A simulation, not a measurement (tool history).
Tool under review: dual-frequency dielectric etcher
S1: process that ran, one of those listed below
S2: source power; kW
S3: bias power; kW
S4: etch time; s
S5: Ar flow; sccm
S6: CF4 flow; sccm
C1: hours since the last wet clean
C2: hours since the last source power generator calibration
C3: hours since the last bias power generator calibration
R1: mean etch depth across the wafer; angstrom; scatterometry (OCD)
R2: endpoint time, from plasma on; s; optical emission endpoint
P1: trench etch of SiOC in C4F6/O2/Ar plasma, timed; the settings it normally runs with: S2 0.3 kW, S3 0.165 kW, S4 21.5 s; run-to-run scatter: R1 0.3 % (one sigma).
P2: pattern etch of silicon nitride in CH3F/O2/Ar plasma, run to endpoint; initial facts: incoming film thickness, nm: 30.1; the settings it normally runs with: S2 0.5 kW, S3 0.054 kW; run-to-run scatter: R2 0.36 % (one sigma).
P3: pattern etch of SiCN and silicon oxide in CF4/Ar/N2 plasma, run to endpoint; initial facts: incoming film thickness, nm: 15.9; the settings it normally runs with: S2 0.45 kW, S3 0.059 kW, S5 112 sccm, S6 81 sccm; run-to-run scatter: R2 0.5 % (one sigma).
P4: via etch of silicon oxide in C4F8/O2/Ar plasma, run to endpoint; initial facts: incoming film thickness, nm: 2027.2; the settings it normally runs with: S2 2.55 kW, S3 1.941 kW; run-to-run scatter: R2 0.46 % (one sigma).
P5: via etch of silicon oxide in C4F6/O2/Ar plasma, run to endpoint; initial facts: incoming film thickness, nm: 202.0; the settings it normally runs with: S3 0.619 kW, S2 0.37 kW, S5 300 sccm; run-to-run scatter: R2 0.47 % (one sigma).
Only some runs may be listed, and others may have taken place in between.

| run | hour | S1 | S2 | S3 | S4 | S5 | S6 | C1 | C2 | C3 | R1 | R2 |
|---|---|---|---|---|---|---|---|---|---|---|---|---|
| 1 | 4.9 | P1 | 0.3 | 0.165 | 21.5 |  |  | 196.6 | 3599.4 | 1380.4 | 381.9 |  |
| 2 | 11.9 | P4 | 2.55 | 1.941 |  |  |  | 203.6 | 3606.4 | 1387.4 |  | 361.97 |
| 3 | 17.9 | P4 | 2.55 | 2.535 |  |  |  | 209.6 | 3612.4 | 1393.4 |  | 332.24 |
| 4 | 27.1 | P1 | 0.3 | 0.165 | 14 |  |  | 218.8 | 3621.6 | 1402.6 | 248.12 |  |
|  | 29.2 | source power generator calibrated |
| 5 | 36 | P1 | 0.18 | 0.203 | 21.5 |  |  | 227.7 | 6.8 | 1411.5 | 333.63 |  |
| 6 | 45.4 | P1 | 0.3 | 0.165 | 21.5 |  |  | 237.1 | 16.2 | 1420.9 | 380.64 |  |
| 7 | 54 | P1 | 0.3 | 0.226 | 21.5 |  |  | 245.7 | 24.8 | 1429.5 | 422.4 |  |
| 8 | 60.8 | P2 | 0.5 | 0.037 |  |  |  | 252.5 | 31.6 | 1436.3 |  | 48.668 |
| 9 | 69.8 | P3 | 0.3 | 0.059 |  | 112 | 81 | 261.5 | 40.6 | 1445.3 |  | 28.15 |
| 10 | 78.2 | P1 | 0.17 | 0.165 | 21.5 |  |  | 269.9 | 49 | 1453.7 | 306.19 |  |
| 11 | 85.5 | P1 | 0.42 | 0.165 | 13.5 |  |  | 277.2 | 56.3 | 1461 | 272.95 |  |
| 12 | 94.1 | P3 | 0.45 | 0.059 |  | 67 | 81 | 285.8 | 64.9 | 1469.6 |  | 18.258 |
| 13 | 105.1 | P4 | 2.55 | 1.941 |  |  |  | 296.8 | 75.9 | 1480.6 |  | 361.99 |
| 14 | 112.6 | P5 | 0.37 | 0.619 |  | 300 |  | 304.3 | 83.4 | 1488.1 |  | 41.952 |
| 15 | 119.7 | P1 | 0.3 | 0.165 | 27.5 |  |  | 311.4 | 90.5 | 1495.2 | 485.19 |  |
| 16 | 126.4 | P1 | 0.43 | 0.165 | 21.5 |  |  | 318.1 | 97.2 | 1501.9 | 438.61 |  |
| 17 | 134.2 | P5 | 0.37 | 0.619 |  | 300 |  | 325.9 | 105 | 1509.7 |  | 42.063 |
| 18 | 139.3 | P1 | 0.3 | 0.165 | 21.5 |  |  | 331 | 110.1 | 1514.8 | 380.13 |  |
| 19 | 147.8 | P1 | 0.3 | 0.165 | 21.5 |  |  | 339.5 | 118.6 | 1523.3 | 382.41 |  |

What does the tool deliver on the next run?
| 20 | 157.7 | P3 | 0.45 | 0.059 |  | 112 | 81 | 349.4 | 128.5 | 1533.2 |  | ? |

Run 20 measured R2 19.765 s.

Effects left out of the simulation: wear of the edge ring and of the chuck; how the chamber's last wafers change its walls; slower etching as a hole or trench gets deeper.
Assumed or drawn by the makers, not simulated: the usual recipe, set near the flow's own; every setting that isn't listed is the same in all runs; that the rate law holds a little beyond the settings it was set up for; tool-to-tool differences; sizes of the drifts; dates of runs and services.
